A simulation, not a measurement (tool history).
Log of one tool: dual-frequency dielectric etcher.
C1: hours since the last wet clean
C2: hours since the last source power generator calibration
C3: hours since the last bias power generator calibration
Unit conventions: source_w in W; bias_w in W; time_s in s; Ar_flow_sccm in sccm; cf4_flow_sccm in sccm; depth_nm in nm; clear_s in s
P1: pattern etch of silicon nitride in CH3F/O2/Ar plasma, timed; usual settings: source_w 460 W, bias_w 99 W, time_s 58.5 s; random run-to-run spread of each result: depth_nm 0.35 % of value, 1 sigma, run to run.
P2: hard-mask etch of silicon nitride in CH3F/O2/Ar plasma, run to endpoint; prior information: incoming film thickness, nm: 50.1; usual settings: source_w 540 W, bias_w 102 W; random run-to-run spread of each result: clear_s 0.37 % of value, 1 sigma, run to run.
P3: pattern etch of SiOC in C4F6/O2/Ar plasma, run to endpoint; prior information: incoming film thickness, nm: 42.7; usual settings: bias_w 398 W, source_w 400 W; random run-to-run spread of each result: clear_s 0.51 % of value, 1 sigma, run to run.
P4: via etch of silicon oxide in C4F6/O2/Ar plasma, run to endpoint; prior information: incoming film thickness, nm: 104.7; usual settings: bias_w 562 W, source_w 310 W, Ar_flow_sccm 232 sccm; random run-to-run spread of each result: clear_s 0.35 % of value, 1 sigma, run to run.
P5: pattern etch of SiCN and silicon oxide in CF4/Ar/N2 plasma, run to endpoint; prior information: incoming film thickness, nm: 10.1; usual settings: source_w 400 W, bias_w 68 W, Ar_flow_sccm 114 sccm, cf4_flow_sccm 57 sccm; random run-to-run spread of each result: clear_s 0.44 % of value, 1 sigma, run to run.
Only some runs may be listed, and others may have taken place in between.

{"run": 1, "hour": 8.5, "process": "P1", "source_w": 460, "bias_w": 99, "time_s": 58.5, "C1": 428.8, "C2": 471.8, "C3": 718.7, "depth_nm": 47.508}
{"run": 2, "hour": 15.4, "process": "P2", "source_w": 540, "bias_w": 102, "C1": 435.7, "C2": 478.7, "C3": 725.6, "clear_s": 56.66}
{"run": 3, "hour": 22.5, "process": "P1", "source_w": 460, "bias_w": 99, "time_s": 36.5, "C1": 442.8, "C2": 485.8, "C3": 732.7, "depth_nm": 29.838}
{"run": 4, "hour": 30.6, "process": "P5", "source_w": 400, "bias_w": 68, "Ar_flow_sccm": 134, "cf4_flow_sccm": 57, "C1": 450.9, "C2": 493.9, "C3": 740.8, "clear_s": 14.329}
{"run": 5, "hour": 38.9, "process": "P2", "source_w": 540, "bias_w": 102, "C1": 459.2, "C2": 502.2, "C3": 749.1, "clear_s": 56.611}
{"run": 6, "hour": 45.4, "process": "P1", "source_w": 460, "bias_w": 99, "time_s": 58.5, "C1": 465.7, "C2": 508.7, "C3": 755.6, "depth_nm": 47.951}
{"run": 7, "hour": 53.8, "process": "P5", "source_w": 540, "bias_w": 68, "Ar_flow_sccm": 114, "cf4_flow_sccm": 57, "C1": 474.1, "C2": 517.1, "C3": 764, "clear_s": 10.745}
{"run": 8, "hour": 62.9, "process": "P3", "source_w": 400, "bias_w": 398, "C1": 483.2, "C2": 526.2, "C3": 773.1, "clear_s": 15.787}
{"run": 9, "hour": 68.6, "process": "P4", "source_w": 430, "bias_w": 562, "Ar_flow_sccm": 232, "C1": 488.9, "C2": 531.9, "C3": 778.8, "clear_s": 20.568}
{"hour": 74.0, "done": "source power generator calibrated"}
{"run": 10, "hour": 74.7, "process": "P4", "source_w": 310, "bias_w": 723, "Ar_flow_sccm": 232, "C1": 495, "C2": 0.8, "C3": 784.9, "clear_s": 21.125}
{"run": 11, "hour": 80.4, "process": "P1", "source_w": 460, "bias_w": 128, "time_s": 58.5, "C1": 500.7, "C2": 6.5, "C3": 790.6, "depth_nm": 52.574}
{"run": 12, "hour": 89.1, "process": "P2", "source_w": 320, "bias_w": 102, "C1": 509.4, "C2": 15.2, "C3": 799.3, "clear_s": 69.624}
{"run": 13, "hour": 97.2, "process": "P5", "source_w": 400, "bias_w": 68, "Ar_flow_sccm": 114, "cf4_flow_sccm": 75, "C1": 517.5, "C2": 23.3, "C3": 807.4, "clear_s": 13.453}
{"run": 14, "hour": 105.5, "process": "P3", "source_w": 400, "bias_w": 254, "C1": 525.8, "C2": 31.6, "C3": 815.7, "clear_s": 18.261}
{"run": 15, "hour": 111.2, "process": "P1", "source_w": 460, "bias_w": 115, "time_s": 78.5, "C1": 531.5, "C2": 37.3, "C3": 821.4, "depth_nm": 67.856}
{"run": 16, "hour": 116.1, "process": "P1", "source_w": 460, "bias_w": 99, "time_s": 86, "C1": 536.4, "C2": 42.2, "C3": 826.3, "depth_nm": 70.166}
{"run": 17, "hour": 125.3, "process": "P1", "source_w": 280, "bias_w": 99, "time_s": 58.5, "C1": 545.6, "C2": 51.4, "C3": 835.5, "depth_nm": 39.867}
{"run": 18, "hour": 135.1, "process": "P1", "source_w": 460, "bias_w": 99, "time_s": 58.5, "C1": 555.4, "C2": 61.2, "C3": 845.3, "depth_nm": 47.668}
{"run": 19, "hour": 144.5, "process": "P1", "source_w": 460, "bias_w": 99, "time_s": 58.5, "C1": 564.8, "C2": 70.6, "C3": 854.7, "depth_nm": 48.188}
{"run": 20, "hour": 151.6, "process": "P5", "source_w": 400, "bias_w": 44, "Ar_flow_sccm": 114, "cf4_flow_sccm": 57, "C1": 571.9, "C2": 77.7, "C3": 861.8, "clear_s": 16.179}
{"run": 21, "hour": 158.4, "process": "P1", "source_w": 460, "bias_w": 60, "time_s": 58.5, "C1": 578.7, "C2": 84.5, "C3": 868.6, "depth_nm": 40.117}
{"run": 22, "hour": 168.4, "process": "P1", "source_w": 460, "bias_w": 99, "time_s": 58.5, "C1": 588.7, "C2": 94.5, "C3": 878.6, "depth_nm": 47.83}
{"run": 23, "hour": 177.7, "process": "P5", "source_w": 400, "bias_w": 68, "Ar_flow_sccm": 114, "cf4_flow_sccm": 57, "C1": 598, "C2": 103.8, "C3": 887.9, "clear_s": 14.017}
{"run": 24, "hour": 184.8, "process": "P1", "source_w": 460, "bias_w": 118, "time_s": 72, "C1": 605.1, "C2": 110.9, "C3": 895, "depth_nm": 62.701}
{"run": 25, "hour": 192.1, "process": "P2", "source_w": 540, "bias_w": 60, "C1": 612.4, "C2": 118.2, "C3": 902.3, "clear_s": 67.77}
{"run": 26, "hour": 197.6, "process": "P4", "source_w": 310, "bias_w": 562, "Ar_flow_sccm": 328, "C1": 617.9, "C2": 123.7, "C3": 907.8, "clear_s": 24.239}
{"run": 27, "hour": 203.5, "process": "P4", "source_w": 310, "bias_w": 562, "Ar_flow_sccm": 232, "C1": 623.8, "C2": 129.6, "C3": 913.7, "clear_s": 23.324}
{"run": 28, "hour": 210.7, "process": "P1", "source_w": 460, "bias_w": 99, "time_s": 58.5, "C1": 631, "C2": 136.8, "C3": 920.9, "depth_nm": 47.639}
{"run": 29, "hour": 220.2, "process": "P1", "source_w": 460, "bias_w": 99, "time_s": 58.5, "C1": 640.5, "C2": 146.3, "C3": 930.4, "depth_nm": 47.923}
{"run": 30, "hour": 227.5, "process": "P3", "source_w": 540, "bias_w": 398, "C1": 647.8, "C2": 153.6, "C3": 937.7, "clear_s": 13.998}
{"run": 31, "hour": 236.3, "process": "P1", "source_w": 570, "bias_w": 99, "time_s": 58.5, "C1": 656.6, "C2": 162.4, "C3": 946.5, "depth_nm": 51.649}
{"run": 32, "hour": 244.8, "process": "P1", "source_w": 460, "bias_w": 99, "time_s": 58.5, "C1": 665.1, "C2": 170.9, "C3": 955, "depth_nm": 47.936}
{"run": 33, "hour": 251.3, "process": "P1", "source_w": 460, "bias_w": 99, "time_s": 58.5, "C1": 671.6, "C2": 177.4, "C3": 961.5, "depth_nm": 47.932}
{"run": 34, "hour": 259.8, "process": "P1", "source_w": 460, "bias_w": 99, "time_s": 58.5, "C1": 680.1, "C2": 185.9, "C3": 970, "depth_nm": 47.375}
{"run": 35, "hour": 268.8, "process": "P1", "source_w": 460, "bias_w": 99, "time_s": 58.5, "C1": 689.1, "C2": 194.9, "C3": 979, "depth_nm": 46.897}
{"run": 36, "hour": 275.0, "process": "P1", "source_w": 460, "bias_w": 99, "time_s": 58.5, "C1": 695.3, "C2": 201.1, "C3": 985.2, "depth_nm": 46.862}
{"hour": 276.8, "done": "wet clean of the chamber"}
{"run": 37, "hour": 281.3, "process": "P1", "source_w": 460, "bias_w": 99, "time_s": 58.5, "C1": 4.6, "C2": 207.4, "C3": 991.5, "depth_nm": 46.972}
{"run": 38, "hour": 290.7, "process": "P1", "source_w": 460, "bias_w": 99, "time_s": 58.5, "C1": 14, "C2": 216.8, "C3": 1000.9, "depth_nm": 46.999}
{"run": 39, "hour": 296.4, "process": "P1", "source_w": 460, "bias_w": 99, "time_s": 58.5, "C1": 19.7, "C2": 222.5, "C3": 1006.6, "depth_nm": 47.219}

The log shows P1 creeping away from where it was. Any of the 2 causes listed here, at the size stated for it, fits the log just as well as the others:
A: source power that arrives under what is set, % = 4.58
B: bias power that arrives under what is set, % = 4.73
Creep in the process output first set in at about hour 244.8.
The rest of the possible causes, and what rules out each one:
chamber walls in a state that lowers the etch rate, %: serviced at hour 276.8, after the change had begun; the process did not return to its earlier output

Consider the 4 check runs below, whose results appear as question marks and each of which averages 2 wafers. Which one distinguishes the causes, in that each cause would give it a clearly different result?
{"run": "check 1", "hour": 302.1, "process": "P2", "source_w": 380, "bias_w": 67, "clear_s": "?"}
{"run": "check 2", "hour": 302.1, "process": "P5", "source_w": 400, "bias_w": 68, "Ar_flow_sccm": 114, "cf4_flow_sccm": 65, "clear_s": "?"}
{"run": "check 3", "hour": 302.1, "process": "P4", "source_w": 420, "bias_w": 649, "Ar_flow_sccm": 232, "clear_s": "?"}
{"run": "check 4", "hour": 302.1, "process": "P3", "source_w": 540, "bias_w": 259, "clear_s": "?"}

Check results expected under each cause:
check=check_1 result=clear_s if_A=76.435 if_B=76.319
check=check_2 result=clear_s if_A=14.267 if_B=13.922
check=check_3 result=clear_s if_A=20.132 if_B=20.163
check=check_4 result=clear_s if_A=16.58 if_B=16.544
How far apart the two closest causes lie, in the result that separates them most: check 1 0.15 %; check 2 2.45 %; check 3 0.16 %; check 4 0.22 %
The causes can be told apart only by check 2. The other checks would give nearly the same results under each of them.

Check 2 was carried out, with these results: clear_s 13.882 s. Which of the listed causes is responsible?

The cause is B: bias power that arrives under what is set, %.
